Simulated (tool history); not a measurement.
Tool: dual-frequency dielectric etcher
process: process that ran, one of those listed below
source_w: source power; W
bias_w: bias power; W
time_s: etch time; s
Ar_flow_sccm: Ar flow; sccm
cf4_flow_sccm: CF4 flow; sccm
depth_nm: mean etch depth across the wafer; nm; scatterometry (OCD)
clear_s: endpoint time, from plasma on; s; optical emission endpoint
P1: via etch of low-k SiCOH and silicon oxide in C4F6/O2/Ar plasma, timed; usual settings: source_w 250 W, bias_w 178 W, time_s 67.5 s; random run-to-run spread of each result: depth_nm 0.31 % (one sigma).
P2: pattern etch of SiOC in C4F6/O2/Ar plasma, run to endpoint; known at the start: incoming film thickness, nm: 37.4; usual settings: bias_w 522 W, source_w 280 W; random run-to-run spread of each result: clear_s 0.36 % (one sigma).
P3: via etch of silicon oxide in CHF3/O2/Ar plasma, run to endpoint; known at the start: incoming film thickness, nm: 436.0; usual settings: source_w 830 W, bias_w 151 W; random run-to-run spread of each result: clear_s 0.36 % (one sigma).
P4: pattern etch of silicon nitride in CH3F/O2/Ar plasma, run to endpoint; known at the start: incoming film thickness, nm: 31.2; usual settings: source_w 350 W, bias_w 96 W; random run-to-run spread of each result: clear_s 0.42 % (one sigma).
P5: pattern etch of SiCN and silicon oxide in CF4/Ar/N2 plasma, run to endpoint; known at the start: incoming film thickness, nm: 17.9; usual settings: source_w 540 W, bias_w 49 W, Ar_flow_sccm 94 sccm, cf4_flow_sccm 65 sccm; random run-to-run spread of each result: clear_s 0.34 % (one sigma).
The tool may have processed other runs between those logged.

{"run": 1, "hour": 11.3, "process": "P1", "source_w": 250, "bias_w": 178, "time_s": 67.5, "depth_nm": 142.84}
{"run": 2, "hour": 18.0, "process": "P1", "source_w": 250, "bias_w": 178, "time_s": 67.5, "depth_nm": 143.69}
{"run": 3, "hour": 26.2, "process": "P5", "source_w": 540, "bias_w": 49, "Ar_flow_sccm": 94, "cf4_flow_sccm": 65, "clear_s": 20.167}
{"run": 4, "hour": 35.6, "process": "P5", "source_w": 540, "bias_w": 49, "Ar_flow_sccm": 94, "cf4_flow_sccm": 65, "clear_s": 20.128}
{"run": 5, "hour": 41.7, "process": "P1", "source_w": 250, "bias_w": 125, "time_s": 67.5, "depth_nm": 128.43}
{"run": 6, "hour": 48.1, "process": "P4", "source_w": 210, "bias_w": 96, "clear_s": 50.511}
{"run": 7, "hour": 58.1, "process": "P3", "source_w": 830, "bias_w": 151, "clear_s": 210.1}
{"run": 8, "hour": 69.6, "process": "P5", "source_w": 430, "bias_w": 49, "Ar_flow_sccm": 94, "cf4_flow_sccm": 65, "clear_s": 24.785}
{"run": 9, "hour": 77.2, "process": "P2", "source_w": 350, "bias_w": 522, "clear_s": 13.195}
{"run": 10, "hour": 84.2, "process": "P3", "source_w": 830, "bias_w": 201, "clear_s": 190.51}
{"run": 11, "hour": 95.3, "process": "P4", "source_w": 350, "bias_w": 96, "clear_s": 42.051}
{"run": 12, "hour": 106.0, "process": "P4", "source_w": 350, "bias_w": 134, "clear_s": 37.287}
{"run": 13, "hour": 113.6, "process": "P1", "source_w": 250, "bias_w": 178, "time_s": 67.5, "depth_nm": 143.64}
{"run": 14, "hour": 123.5, "process": "P2", "source_w": 280, "bias_w": 522, "clear_s": 14.451}
{"run": 15, "hour": 130.2, "process": "P1", "source_w": 250, "bias_w": 178, "time_s": 67.5, "depth_nm": 144.38}
{"run": 16, "hour": 141.1, "process": "P1", "source_w": 250, "bias_w": 178, "time_s": 95.5, "depth_nm": 202.74}
{"run": 17, "hour": 150.9, "process": "P5", "source_w": 540, "bias_w": 49, "Ar_flow_sccm": 59, "cf4_flow_sccm": 65, "clear_s": 18.706}
{"run": 18, "hour": 163.8, "process": "P5", "source_w": 540, "bias_w": 34, "Ar_flow_sccm": 94, "cf4_flow_sccm": 65, "clear_s": 22.384}
{"run": 19, "hour": 170.3, "process": "P1", "source_w": 250, "bias_w": 133, "time_s": 37, "depth_nm": 72.325}
{"run": 20, "hour": 180.6, "process": "P1", "source_w": 250, "bias_w": 178, "time_s": 37, "depth_nm": 79.036}
{"run": 21, "hour": 187.5, "process": "P1", "source_w": 250, "bias_w": 248, "time_s": 67.5, "depth_nm": 161.21}
{"hour": 192.2, "done": "bias power generator calibrated"}
{"run": 22, "hour": 196.5, "process": "P1", "source_w": 310, "bias_w": 178, "time_s": 67.5, "depth_nm": 156.97}
{"run": 23, "hour": 206.2, "process": "P3", "source_w": 560, "bias_w": 151, "clear_s": 244}
{"run": 24, "hour": 216.2, "process": "P2", "source_w": 280, "bias_w": 361, "clear_s": 16.456}
{"run": 25, "hour": 227.6, "process": "P1", "source_w": 250, "bias_w": 178, "time_s": 67.5, "depth_nm": 144.01}
{"run": 26, "hour": 234.7, "process": "P5", "source_w": 540, "bias_w": 49, "Ar_flow_sccm": 94, "cf4_flow_sccm": 87, "clear_s": 19.183}
{"run": 27, "hour": 241.9, "process": "P4", "source_w": 350, "bias_w": 96, "clear_s": 42.155}
{"run": 28, "hour": 254.3, "process": "P1", "source_w": 180, "bias_w": 178, "time_s": 67.5, "depth_nm": 126.93}
{"run": 29, "hour": 262.5, "process": "P1", "source_w": 250, "bias_w": 178, "time_s": 67.5, "depth_nm": 144.1}
{"run": 30, "hour": 275.2, "process": "P1", "source_w": 250, "bias_w": 178, "time_s": 67.5, "depth_nm": 143.75}
{"run": 31, "hour": 286.3, "process": "P1", "source_w": 250, "bias_w": 178, "time_s": 67.5, "depth_nm": 143.02}
{"run": 32, "hour": 299.7, "process": "P1", "source_w": 250, "bias_w": 178, "time_s": 67.5, "depth_nm": 142.34}
{"run": 33, "hour": 308.3, "process": "P1", "source_w": 250, "bias_w": 178, "time_s": 67.5, "depth_nm": 141.66}
{"run": 34, "hour": 317.7, "process": "P1", "source_w": 250, "bias_w": 178, "time_s": 67.5, "depth_nm": 142.55}
{"hour": 319.8, "done": "wet clean of the chamber"}
{"run": 35, "hour": 330.1, "process": "P1", "source_w": 250, "bias_w": 178, "time_s": 67.5, "depth_nm": 141.84}
{"run": 36, "hour": 339.1, "process": "P1", "source_w": 250, "bias_w": 178, "time_s": 67.5, "depth_nm": 142.8}
{"run": 37, "hour": 345.8, "process": "P1", "source_w": 250, "bias_w": 178, "time_s": 67.5, "depth_nm": 141.97}
{"run": 38, "hour": 355.6, "process": "P1", "source_w": 250, "bias_w": 178, "time_s": 67.5, "depth_nm": 141.85}
{"run": 39, "hour": 367.8, "process": "P1", "source_w": 250, "bias_w": 178, "time_s": 67.5, "depth_nm": 141.52}

P1 has crept away from where it was. The log is fitted equally well by each of these 2 causes, at the sizes shown:
A: source power that arrives under what is set, % = 3.88
B: bias power that arrives under what is set, % = 4.59
Creep in the process output first set in at about hour 262.5.
Each remaining cause and why it is not a fit:
chamber walls in a state that lowers the etch rate, %: serviced after onset, at hour 319.8, with no recovery of the prior output

4 check runs are offered, each on 2 wafers whose results are averaged, their results left as question marks. Which one tells the causes apart?
{"run": "check 1", "hour": 380.0, "process": "P4", "source_w": 350, "bias_w": 96, "clear_s": "?"}
{"run": "check 2", "hour": 380.0, "process": "P5", "source_w": 540, "bias_w": 49, "Ar_flow_sccm": 94, "cf4_flow_sccm": 65, "clear_s": "?"}
{"run": "check 3", "hour": 380.0, "process": "P2", "source_w": 280, "bias_w": 522, "clear_s": "?"}
{"run": "check 4", "hour": 380.0, "process": "P3", "source_w": 830, "bias_w": 151, "clear_s": "?"}

What each check would give under each cause:
check=check_1 result=clear_s if_A=42.751 if_B=42.856
check=check_2 result=clear_s if_A=20.89 if_B=20.452
check=check_3 result=clear_s if_A=14.546 if_B=14.596
check=check_4 result=clear_s if_A=212.39 if_B=212.26
Per check, the gap between the least separated pair of causes, taken in the result that splits them most: check 1 0.25 %; check 2 2.12 %; check 3 0.34 %; check 4 0.06 %
Check 2 is the one run that separates the causes; every other check would come out nearly the same whichever cause is at work.

Check 2 was then run and gave: clear_s 20.954 s. Which cause is it?

The correct cause is A, namely: source power that arrives under what is set, %.
